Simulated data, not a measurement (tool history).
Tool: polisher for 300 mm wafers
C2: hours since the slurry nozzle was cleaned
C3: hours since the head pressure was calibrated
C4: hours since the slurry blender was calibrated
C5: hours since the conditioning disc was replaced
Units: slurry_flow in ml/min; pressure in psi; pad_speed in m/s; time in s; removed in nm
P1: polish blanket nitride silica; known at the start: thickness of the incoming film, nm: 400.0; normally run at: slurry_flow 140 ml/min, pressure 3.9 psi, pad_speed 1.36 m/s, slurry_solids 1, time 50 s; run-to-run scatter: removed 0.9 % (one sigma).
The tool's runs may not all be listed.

run 1 hour=4.6 | slurry_flow=140 pressure=3.9 pad_speed=1.36 slurry_solids=1 time=50 | wafers_polished_on_this_pad=850 C2=143.3 C3=144.1 C4=104.5 C5=59.1 | removed=36.668
run 2 hour=7 | slurry_flow=85 pressure=3.9 pad_speed=1.36 slurry_solids=1 time=50 | wafers_polished_on_this_pad=874 C2=145.7 C3=146.5 C4=106.9 C5=61.5 | removed=32.715
run 3 hour=11.4 | slurry_flow=140 pressure=3.9 pad_speed=1.36 slurry_solids=0.5 time=50 | wafers_polished_on_this_pad=918 C2=150.1 C3=150.9 C4=111.3 C5=65.9 | removed=25.362
run 4 hour=16 | slurry_flow=210 pressure=3.9 pad_speed=1.36 slurry_solids=1 time=50 | wafers_polished_on_this_pad=964 C2=154.7 C3=155.5 C4=115.9 C5=70.5 | removed=39.148
-- hour=17.8 slurry blender recalibrated
run 5 hour=18.2 | slurry_flow=140 pressure=3.9 pad_speed=1.36 slurry_solids=1 time=50 | wafers_polished_on_this_pad=987 C2=156.9 C3=157.7 C4=0.5 C5=72.7 | removed=36.28
run 6 hour=22.1 | slurry_flow=140 pressure=3.9 pad_speed=1.36 slurry_solids=1 time=50 | wafers_polished_on_this_pad=1026 C2=160.8 C3=161.6 C4=4.4 C5=76.6 | removed=37.204
run 7 hour=25.4 | slurry_flow=140 pressure=5 pad_speed=1.36 slurry_solids=1 time=62 | wafers_polished_on_this_pad=1059 C2=164.1 C3=164.9 C4=7.7 C5=79.9 | removed=57.922
run 8 hour=28.3 | slurry_flow=140 pressure=3.9 pad_speed=1.36 slurry_solids=1 time=22 | wafers_polished_on_this_pad=1088 C2=167 C3=167.8 C4=10.6 C5=82.8 | removed=15.897
run 9 hour=31.7 | slurry_flow=140 pressure=5.3 pad_speed=1.36 slurry_solids=1 time=50 | wafers_polished_on_this_pad=1122 C2=170.4 C3=171.2 C4=14 C5=86.2 | removed=50.005
run 10 hour=35.2 | slurry_flow=140 pressure=3.9 pad_speed=1.36 slurry_solids=1.35 time=50 | wafers_polished_on_this_pad=1157 C2=173.9 C3=174.7 C4=17.5 C5=89.7 | removed=42.151
run 11 hour=38.2 | slurry_flow=140 pressure=3.9 pad_speed=1.36 slurry_solids=1 time=50 | wafers_polished_on_this_pad=1187 C2=176.9 C3=177.7 C4=20.5 C5=92.7 | removed=36.992
run 12 hour=42.7 | slurry_flow=140 pressure=3.9 pad_speed=0.76 slurry_solids=1 time=50 | wafers_polished_on_this_pad=1232 C2=181.4 C3=182.2 C4=25 C5=97.2 | removed=22.893
run 13 hour=45.1 | slurry_flow=140 pressure=3.9 pad_speed=1.36 slurry_solids=1 time=71 | wafers_polished_on_this_pad=1256 C2=183.8 C3=184.6 C4=27.4 C5=99.6 | removed=52.638
run 14 hour=47.5 | slurry_flow=140 pressure=3.9 pad_speed=1.36 slurry_solids=1 time=50 | wafers_polished_on_this_pad=1280 C2=186.2 C3=187 C4=29.8 C5=102 | removed=36.735

Run 15 comes next. What will it give?
run 15 hour=52 | slurry_flow=140 pressure=1.8 pad_speed=1.36 slurry_solids=1 time=50 | wafers_polished_on_this_pad=1326 C2=190.7 C3=191.5 C4=34.3 C5=106.5 | removed=?

Run 15 gave removed 17.038 nm.
